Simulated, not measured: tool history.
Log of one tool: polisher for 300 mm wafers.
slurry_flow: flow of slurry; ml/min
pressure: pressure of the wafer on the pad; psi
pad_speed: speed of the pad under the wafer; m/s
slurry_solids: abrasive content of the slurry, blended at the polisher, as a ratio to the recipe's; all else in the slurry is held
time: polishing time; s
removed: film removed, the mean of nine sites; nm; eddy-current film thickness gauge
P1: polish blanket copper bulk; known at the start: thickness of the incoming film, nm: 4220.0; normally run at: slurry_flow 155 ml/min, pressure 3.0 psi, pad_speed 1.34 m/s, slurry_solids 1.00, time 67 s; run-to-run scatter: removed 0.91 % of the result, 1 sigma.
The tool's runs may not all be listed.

run   hour  slurry_flow  pressure  pad_speed  slurry_solids  time  removed
  1   14.4          155       3.0       1.34           1.00    67   784.56
  2   21.4          155       3.0       0.74           1.00    82   524.24
  3   31.2           95       3.0       1.34           1.00    67   705.30
  4   40.5          155       1.9       1.34           1.45    67   538.68
  5   50.3          155       3.0       1.34           1.00    67   772.11
  6   56.9          155       3.0       2.00           1.00    67  1161.10
  7   65.8          155       1.7       1.34           1.00    67   444.52
  8   73.6          155       3.0       1.34           1.45    67   861.98
      78.6  -- head pressure recalibrated
  9   85.1          155       3.0       1.34           1.00    67   772.79
 10   94.8          155       3.0       1.34           1.00    67   776.48
     101.1  -- slurry nozzle cleaned
 11  104.3          155       3.0       1.34           1.00    39   449.49
 12  111.2          155       4.1       1.34           1.00    67  1066.10
 13  120.4          195       3.0       1.34           1.00    67   799.65
 14  133.7          155       3.0       1.34           1.00    89  1028.90
 15  141.6          155       3.0       1.00           1.00    67   587.30
 16  152.0          110       3.0       1.78           1.00    67   972.95
 17  164.5          155       3.0       1.34           1.00    67   798.75
 18  171.6          155       3.0       1.34           0.70    67   733.45
 19  179.1          155       3.0       1.34           1.00    67   784.43
 20  187.4          155       3.0       1.34           1.00    67   761.21
 21  201.1          155       3.0       1.34           1.00    67   744.54
 22  210.4          155       3.0       1.34           1.00    67   728.62
 23  221.8          155       3.0       1.34           1.00    67   729.60
     230.3  -- slurry blender recalibrated
 24  231.6          155       3.0       1.34           1.00    67   724.92
 25  241.9          155       3.0       1.34           1.00    67   715.08
     243.9  -- worn pad replaced by a new one
 26  254.2          155       3.0       1.34           1.00    67   713.37
 27  268.4          155       3.0       1.34           1.00    67   719.74

What P1 gives has crept away from where it was. These 2 causes fit the log equally well, each at the size given:
A: head's pressure below its setpoint, % = 8.43
B: slurry flow missing at the pad, % = 35.1
The creep began at about hour 179.1.
Why every other cause is out:
removal rate lost through wear of the pad, %: serviced at hour 243.9, which brought nothing back
abrasive missing from the slurry, %: serviced at hour 230.3, which brought nothing back

4 check runs are offered, each on 2 wafers whose results are averaged, their results left as question marks. Which one tells the causes apart?
check 1  282.6          155       3.0       1.34           1.35    82        ?
check 2  282.6          155       1.9       1.34           1.00    67        ?
check 3  282.6           95       3.6       1.34           1.00    67        ?
check 4  282.6          155       3.0       1.96           1.00    67        ?

What each check would give under each cause:
  check   result     if A     if B
check 1  removed   934.29   934.15
check 2  removed   452.85   452.78
check 3  removed   774.31   738.51
check 4  removed  1045.90  1045.70
How far apart the two closest causes lie, in the result that separates them most: check 1 0.01 %; check 2 0.01 %; check 3 4.73 %; check 4 0.01 %
Only check 3 tells the causes apart: in the others they would give nearly the same result.

Then check 3 was run and gave: removed 771.10 nm. Which cause is it?

It is A: head's pressure below its setpoint, %.

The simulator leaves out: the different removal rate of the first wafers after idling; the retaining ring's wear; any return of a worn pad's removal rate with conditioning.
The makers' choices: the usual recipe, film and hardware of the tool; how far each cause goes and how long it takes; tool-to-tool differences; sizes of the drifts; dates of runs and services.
